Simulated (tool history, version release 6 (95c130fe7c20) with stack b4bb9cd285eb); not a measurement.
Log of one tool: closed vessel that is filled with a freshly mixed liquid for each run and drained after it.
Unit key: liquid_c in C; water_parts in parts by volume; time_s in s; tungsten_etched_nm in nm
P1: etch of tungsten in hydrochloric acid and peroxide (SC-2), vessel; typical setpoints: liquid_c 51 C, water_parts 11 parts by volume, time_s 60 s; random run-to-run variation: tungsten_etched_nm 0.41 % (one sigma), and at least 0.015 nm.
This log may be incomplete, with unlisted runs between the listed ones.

run   hour  liquid_c  water_parts  time_s  hours since the thermometer was replaced  hours since the chemicals flow meter was replaced  hours since the drum of peroxide was connected  tungsten_etched_nm
  1      8        51           11      60                                     266.4                                              133.4                                           366.7               22.63
  2   14.8        51         19.5      60                                     273.2                                              140.2                                           373.5              13.754
  3   18.8        37           11      60                                     277.2                                              144.2                                           377.5               8.615
  4   27.8        51           11      30                                     286.2                                              153.2                                           386.5              11.304
  5   34.6        51           11      60                                       293                                                160                                           393.3              22.735
  6   38.8      36.5           11      90                                     297.2                                              164.2                                           397.5              12.456
  7   45.4        61            7      60                                     303.8                                              170.8                                           404.1              61.844
  8   53.5        51           11      60                                     311.9                                              178.9                                           412.2              22.535
  9   60.3        51           11     115                                     318.7                                              185.7                                             419              43.874
 10   66.4      64.5           11      60                                     324.8                                              191.8                                           425.1              53.575
 11   71.8        51         16.5      35                                     330.2                                              197.2                                           430.5              9.3203
 12     78        51            4      60                                     336.4                                              203.4                                           436.7              48.797
 13   83.8        51           11      60                                     342.2                                              209.2                                           442.5               22.47
 14   89.1        51           11      60                                     347.5                                              214.5                                           447.8              22.884
 15   94.9        51           11      60                                     353.3                                              220.3                                           453.6              22.791
 16  100.6        51           11      60                                       359                                                226                                           459.3              22.582
 17    109        51           11      60                                     367.4                                              234.4                                           467.7              23.415
 18  118.1        51           11      60                                     376.5                                              243.5                                           476.8              23.913
 19  125.7        51           11      60                                     384.1                                              251.1                                           484.4              24.293
 20  133.2        51           11      60                                     391.6                                              258.6                                           491.9              24.514
 21  141.8        51           11      60                                     400.2                                              267.2                                           500.5              24.334
 22  149.5        51           11      60                                     407.9                                              274.9                                           508.2              24.517
 23    158        51           11      60                                     416.4                                              283.4                                           516.7              24.722
 24  162.6        51           11      60                                       421                                                288                                           521.3               24.59
 25  168.3        51           11      60                                     426.7                                              293.7                                             527              24.863

Compared with where it was, what P1 gives has crept away. Each cause listed below fits the log as well as the rest, at the size given for it:
A: liquid hotter than its thermometer reads (K) = 1.25
B: chemicals flow above the setpoint (%) = 10.3
The creep began at about hour 100.6.
Ruled out, with reasons:
peroxide weaker than its label (%): 8 at the very most, moving tungsten_etched_nm by -7.4 %, which is either too weak or the wrong sign

You are offered 4 check runs, listed below with question marks in place of their results; each one averages 2 wafers. Which run separates the listed causes by giving clearly different results for each?
check 1   174      38.5            4      60                                                                                                                                                                ?
check 2   174      39.5           19      60                                                                                                                                                                ?
check 3   174        64           11     105                                                                                                                                                                ?
check 4   174        51         19.5     110                                                                                                                                                                ?

What every check run would give for each of its results, assuming each possible cause in turn:
  check              result    if A    if B
check 1  tungsten_etched_nm  22.715  22.157
check 2  tungsten_etched_nm  6.9669  6.9639
check 3  tungsten_etched_nm  98.128  98.719
check 4  tungsten_etched_nm  27.322  27.486
How far apart the two closest causes lie, in the result that separates them most: check 1 2.49 %; check 2 0.04 %; check 3 0.6 %; check 4 0.6 %
Check 1 is the one run that separates the causes; every other check would come out nearly the same whichever cause is at work.

Then check 1 was run and gave: tungsten_etched_nm 22.66 nm. Which cause is it?

The correct cause is A, namely: liquid hotter than its thermometer reads (K).

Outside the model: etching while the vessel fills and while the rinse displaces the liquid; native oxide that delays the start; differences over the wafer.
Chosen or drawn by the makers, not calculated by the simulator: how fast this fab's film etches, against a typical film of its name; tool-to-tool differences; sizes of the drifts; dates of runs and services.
